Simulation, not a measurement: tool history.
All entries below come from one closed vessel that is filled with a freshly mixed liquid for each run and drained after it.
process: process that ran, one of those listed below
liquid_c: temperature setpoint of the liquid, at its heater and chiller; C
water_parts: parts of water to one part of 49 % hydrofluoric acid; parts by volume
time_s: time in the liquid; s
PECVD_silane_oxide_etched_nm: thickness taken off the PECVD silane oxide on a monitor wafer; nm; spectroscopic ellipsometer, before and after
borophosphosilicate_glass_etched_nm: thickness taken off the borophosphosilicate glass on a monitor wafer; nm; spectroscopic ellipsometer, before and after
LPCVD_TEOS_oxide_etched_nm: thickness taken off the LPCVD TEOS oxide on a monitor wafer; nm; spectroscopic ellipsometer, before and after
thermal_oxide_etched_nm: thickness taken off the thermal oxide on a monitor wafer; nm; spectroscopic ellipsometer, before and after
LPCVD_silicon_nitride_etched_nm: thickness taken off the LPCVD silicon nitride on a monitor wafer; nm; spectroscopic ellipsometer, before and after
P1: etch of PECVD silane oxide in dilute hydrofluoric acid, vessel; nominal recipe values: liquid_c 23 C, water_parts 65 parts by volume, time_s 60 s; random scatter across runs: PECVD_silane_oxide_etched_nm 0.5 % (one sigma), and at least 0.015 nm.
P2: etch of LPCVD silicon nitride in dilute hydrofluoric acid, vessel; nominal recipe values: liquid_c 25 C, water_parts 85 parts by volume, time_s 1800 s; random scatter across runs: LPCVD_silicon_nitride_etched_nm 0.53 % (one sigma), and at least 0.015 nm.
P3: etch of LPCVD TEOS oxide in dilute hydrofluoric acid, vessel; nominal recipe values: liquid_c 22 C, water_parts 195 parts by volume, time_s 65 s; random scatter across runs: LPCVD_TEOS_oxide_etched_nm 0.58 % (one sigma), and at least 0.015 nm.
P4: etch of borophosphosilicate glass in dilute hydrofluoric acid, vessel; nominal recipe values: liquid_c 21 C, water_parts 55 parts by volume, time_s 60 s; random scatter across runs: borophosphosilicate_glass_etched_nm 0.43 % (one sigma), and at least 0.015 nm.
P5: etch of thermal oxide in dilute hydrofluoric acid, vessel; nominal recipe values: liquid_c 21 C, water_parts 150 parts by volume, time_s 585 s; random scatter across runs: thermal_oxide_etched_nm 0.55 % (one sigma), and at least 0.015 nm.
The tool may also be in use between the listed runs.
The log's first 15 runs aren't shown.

run,hour,process,liquid_c,water_parts,time_s,hours since the thermometer was replaced,hours since the hydrofluoric acid flow meter was replaced,PECVD_silane_oxide_etched_nm,borophosphosilicate_glass_etched_nm,LPCVD_TEOS_oxide_etched_nm,thermal_oxide_etched_nm,LPCVD_silicon_nitride_etched_nm
16,129.2,P5,17,150,585,557.1,764,,,,13.168,
17,134.7,P2,25,85,2775,562.6,769.5,,,,,18.417
18,142.3,P1,23,65,60,570.2,777.1,30.578,,,,
19,152.9,P1,23,65,60,580.8,787.7,30.942,,,,
20,160.2,P5,21,150,585,588.1,795,,,,15.462,
21,168.3,P1,17.5,65,60,596.2,803.1,24.383,,,,
22,179,P1,23,65,60,606.9,813.8,31.181,,,,
23,183.6,P1,28,65,60,611.5,818.4,37.907,,,,
24,188.7,P3,22,345,65,616.6,823.5,,,6.1757,,
25,196.6,P2,25,85,1800,624.5,831.4,,,,,11.933
26,206.9,P1,23,65,60,634.8,841.7,31.139,,,,
27,213,P2,25,150,1800,640.9,847.8,,,,,6.8254
28,219.1,P2,25,85,1800,647,853.9,,,,,11.987
29,226,P5,21,150,585,653.9,860.8,,,,15.408,
30,236.7,P3,22,195,30,664.6,871.5,,,5.7531,,
31,245.6,P2,33,85,1800,673.5,880.4,,,,,19.898
32,251.2,P1,18,65,30,679.1,886,12.444,,,,
33,259.7,P1,23,65,60,687.6,894.5,30.929,,,,
34,268.6,P1,23,65,60,696.5,903.4,31.891,,,,
35,277.5,P1,23,65,60,705.4,912.3,32.481,,,,
36,288,P1,23,65,60,715.9,922.8,32.85,,,,
37,296.7,P1,23,65,60,724.6,931.5,32.844,,,,

Estimate the outcome of run 38 from the log above:
38,302.5,P1,23,65,60,730.4,937.3,?,,,,

Run 38 yielded PECVD_silane_oxide_etched_nm 32.663 nm.
